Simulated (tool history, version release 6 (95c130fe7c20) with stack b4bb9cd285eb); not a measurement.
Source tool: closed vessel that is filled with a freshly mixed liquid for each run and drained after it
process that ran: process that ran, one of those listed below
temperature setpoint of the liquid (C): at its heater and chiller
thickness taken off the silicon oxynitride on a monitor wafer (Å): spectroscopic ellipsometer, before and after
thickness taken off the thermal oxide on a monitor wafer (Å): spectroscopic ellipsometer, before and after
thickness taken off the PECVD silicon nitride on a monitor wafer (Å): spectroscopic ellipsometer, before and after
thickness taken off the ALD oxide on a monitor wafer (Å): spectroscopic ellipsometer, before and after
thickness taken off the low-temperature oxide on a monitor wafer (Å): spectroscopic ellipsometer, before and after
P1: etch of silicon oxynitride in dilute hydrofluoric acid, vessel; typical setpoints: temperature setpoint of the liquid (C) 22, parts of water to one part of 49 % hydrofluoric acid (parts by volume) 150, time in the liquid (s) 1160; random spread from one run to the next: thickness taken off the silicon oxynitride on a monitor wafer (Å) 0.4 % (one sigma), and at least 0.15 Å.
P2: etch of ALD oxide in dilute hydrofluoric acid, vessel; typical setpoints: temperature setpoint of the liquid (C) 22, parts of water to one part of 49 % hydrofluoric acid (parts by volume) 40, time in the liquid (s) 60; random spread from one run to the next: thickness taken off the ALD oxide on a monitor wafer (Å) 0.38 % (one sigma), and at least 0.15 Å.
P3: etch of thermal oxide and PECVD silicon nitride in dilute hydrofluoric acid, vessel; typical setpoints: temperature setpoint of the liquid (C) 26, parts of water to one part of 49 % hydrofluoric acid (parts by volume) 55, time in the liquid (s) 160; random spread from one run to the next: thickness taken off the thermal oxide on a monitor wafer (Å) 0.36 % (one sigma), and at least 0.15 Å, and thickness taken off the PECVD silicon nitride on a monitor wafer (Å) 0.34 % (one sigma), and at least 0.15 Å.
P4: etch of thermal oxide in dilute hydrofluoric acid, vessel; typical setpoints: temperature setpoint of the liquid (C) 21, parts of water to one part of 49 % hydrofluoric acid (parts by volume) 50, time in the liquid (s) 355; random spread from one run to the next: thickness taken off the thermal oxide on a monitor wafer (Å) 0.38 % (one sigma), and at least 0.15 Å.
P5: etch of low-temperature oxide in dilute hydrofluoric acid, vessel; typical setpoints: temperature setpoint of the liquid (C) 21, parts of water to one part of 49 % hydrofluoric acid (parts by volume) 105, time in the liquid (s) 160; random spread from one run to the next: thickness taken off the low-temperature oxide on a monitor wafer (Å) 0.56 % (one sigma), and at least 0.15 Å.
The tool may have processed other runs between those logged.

run   hour  process that ran  temperature setpoint of the liquid (C)  parts of water to one part of 49 % hydrofluoric acid (parts by volume)  time in the liquid (s)  hours since the thermometer was replaced  hours since the hydrofluoric acid flow meter was replaced  thickness taken off the silicon oxynitride on a monitor wafer (Å)  thickness taken off the thermal oxide on a monitor wafer (Å)  thickness taken off the PECVD silicon nitride on a monitor wafer (Å)  thickness taken off the ALD oxide on a monitor wafer (Å)  thickness taken off the low-temperature oxide on a monitor wafer (Å)
  1    7.1                P1                                      22                                                                     150                    1160                                       903                                                      706.7                                                             157.03
  2   13.6                P3                                      26                                                                      20                     160                                     909.5                                                      713.2                                                                                                                           467.49                                                                164.67
  3   19.9                P4                                      21                                                                      50                      30                                     915.8                                                      719.5                                                                                                                           26.406
  4   27.1                P1                                      22                                                                     150                    1160                                       923                                                      726.7                                                             158.31
  5   31.3                P1                                      22                                                                     150                    1160                                     927.2                                                      730.9                                                             157.43
  6   35.1                P3                                      26                                                                      55                      30                                       931                                                      734.7                                                                                                                           30.063                                                                11.619
  7   39.9                P1                                      22                                                                     150                    1160                                     935.8                                                      739.5                                                             157.41
  8   47.7                P2                                      22                                                                      40                      60                                     943.6                                                      747.3                                                                                                                                                                                                                                                           365.03
      48.7  -- hydrofluoric acid flow meter replaced
  9   53.6                P1                                    18.5                                                                     150                     375                                     949.5                                                        4.9                                                             43.185
 10   59.6                P2                                      22                                                                      40                      30                                     955.5                                                       10.9                                                                                                                                                                                                                                                           180.76
 11   64.5                P2                                      22                                                                      70                      60                                     960.4                                                       15.8                                                                                                                                                                                                                                                           201.15
 12   68.2                P1                                      22                                                                     150                    1790                                     964.1                                                       19.5                                                             243.89
 13   75.1                P1                                      22                                                                     255                    1160                                       971                                                       26.4                                                             85.976
 14   79.3                P1                                      22                                                                     150                    1160                                     975.2                                                       30.6                                                             157.97
 15   86.5                P1                                      22                                                                     150                    1160                                     982.4                                                       37.8                                                             157.64
 16     90                P1                                      22                                                                      85                    1160                                     985.9                                                       41.3                                                             291.12
 17     98                P1                                      17                                                                     150                    1160                                     993.9                                                       49.3                                                             123.74
 18  104.7                P5                                    26.5                                                                     105                     160                                    1000.6                                                         56                                                                                                                                                                                                                                                                                                                                 230.92
 19  109.2                P1                                      17                                                                     220                    1160                                    1005.1                                                       60.5                                                             81.607
 20  115.3                P5                                      21                                                                     170                     160                                    1011.2                                                       66.6                                                                                                                                                                                                                                                                                                                                 106.43
 21  119.4                P4                                      21                                                                      25                     355                                    1015.3                                                       70.7                                                                                                                           635.03
 22  124.2                P3                                    33.5                                                                      55                     160                                    1020.1                                                       75.5                                                                                                                           215.98                                                                100.81
 23  132.3                P2                                      22                                                                      40                      60                                    1028.2                                                       83.6                                                                                                                                                                                                                                                            365.8
 24  137.9                P4                                      21                                                                      50                     355                                    1033.8                                                       89.2                                                                                                                           308.09
 25  145.6                P4                                      27                                                                      50                     355                                    1041.5                                                       96.9                                                                                                                           394.72
 26    151                P5                                      21                                                                     105                      30                                    1046.9                                                      102.3                                                                                                                                                                                                                                                                                                                                 34.685
 27  158.5                P3                                      26                                                                      55                     160                                    1054.4                                                      109.8                                                                                                                           162.36                                                                62.239
 28  163.3                P1                                      22                                                                     150                     195                                    1059.2                                                      114.6                                                             26.401
 29  169.6                P2                                    25.5                                                                      40                      60                                    1065.5                                                      120.9                                                                                                                                                                                                                                                           423.81
 30  174.3                P5                                      21                                                                     105                     160                                    1070.2                                                      125.6                                                                                                                                                                                                                                                                                                                                 185.79
 31  182.3                P1                                    26.5                                                                     150                    1160                                    1078.2                                                      133.6                                                              194.2
 32  186.3                P1                                      22                                                                     150                    1160                                    1082.2                                                      137.6                                                             157.29
 33    193                P1                                      22                                                                     150                    1160                                    1088.9                                                      144.3                                                             163.56
 34    200                P1                                      22                                                                     150                    1160                                    1095.9                                                      151.3                                                             167.04
 35  204.7                P1                                      22                                                                     150                    1160                                    1100.6                                                        156                                                             169.23
 36  208.4                P1                                      22                                                                     150                    1160                                    1104.3                                                      159.7                                                             170.97
 37  216.4                P1                                      22                                                                     150                    1160                                    1112.3                                                      167.7                                                             171.13
 38  224.1                P1                                      22                                                                     150                    1160                                      1120                                                      175.4                                                             172.75
 39  230.7                P1                                      22                                                                     150                    1160                                    1126.6                                                        182                                                             173.56
 40  238.1                P1                                      22                                                                     150                    1160                                      1134                                                      189.4                                                             174.14
 41  242.9                P1                                      22                                                                     150                    1160                                    1138.8                                                      194.2                                                             175.27
 42  248.5                P1                                      22                                                                     150                    1160                                    1144.4                                                      199.8                                                             174.23
 43  256.2                P1                                      22                                                                     150                    1160                                    1152.1                                                      207.5                                                             175.16

Compared with where it was, what P1 gives has crept away. Each cause listed below fits the log as well as the rest, at the size given for it:
A: hydrofluoric acid flow above the setpoint (%) = 9.78
B: liquid hotter than its thermometer reads (K) = 2.24
The onset of the drift is placed at about hour 186.3.

The check runs listed below each take one wafer, and their results are still question marks. Under which run would the listed causes lead to clearly different results?
check 1  263.9                P4                                      21                                                                      50                     355                                                                                                                                                                                                                                     ?
check 2  263.9                P2                                      22                                                                      40                      60                                                                                                                                                                                                                                                                                                                                                                     ?
check 3  263.9                P3                                      26                                                                      55                     160                                                                                                                                                                                                                                     ?                                                                     ?
check 4  263.9                P5                                      21                                                                     105                     160                                                                                                                                                                                                                                                                                                                                                                                                                                           ?

What every check run would give for each of its results, assuming each possible cause in turn:
  check                                                                result    if A    if B
check 1          thickness taken off the thermal oxide on a monitor wafer (Å)  340.44  338.69
check 2              thickness taken off the ALD oxide on a monitor wafer (Å)  402.15  400.47
check 3          thickness taken off the thermal oxide on a monitor wafer (Å)  177.95  176.08
check 3  thickness taken off the PECVD silicon nitride on a monitor wafer (Å)  68.138  72.024
check 4  thickness taken off the low-temperature oxide on a monitor wafer (Å)  204.89  202.05
Per-check spread between the two closest causes, in the result where they differ most: check 1 0.51 %; check 2 0.42 %; check 3 5.55 %; check 4 1.4 %
Only check 3 tells the causes apart: in the others they would give nearly the same result.

Here is what check 3 returned: thickness taken off the thermal oxide on a monitor wafer (Å) 174.5; thickness taken off the PECVD silicon nitride on a monitor wafer (Å) 72.466. Which cause is it?

B is the cause: liquid hotter than its thermometer reads (K).
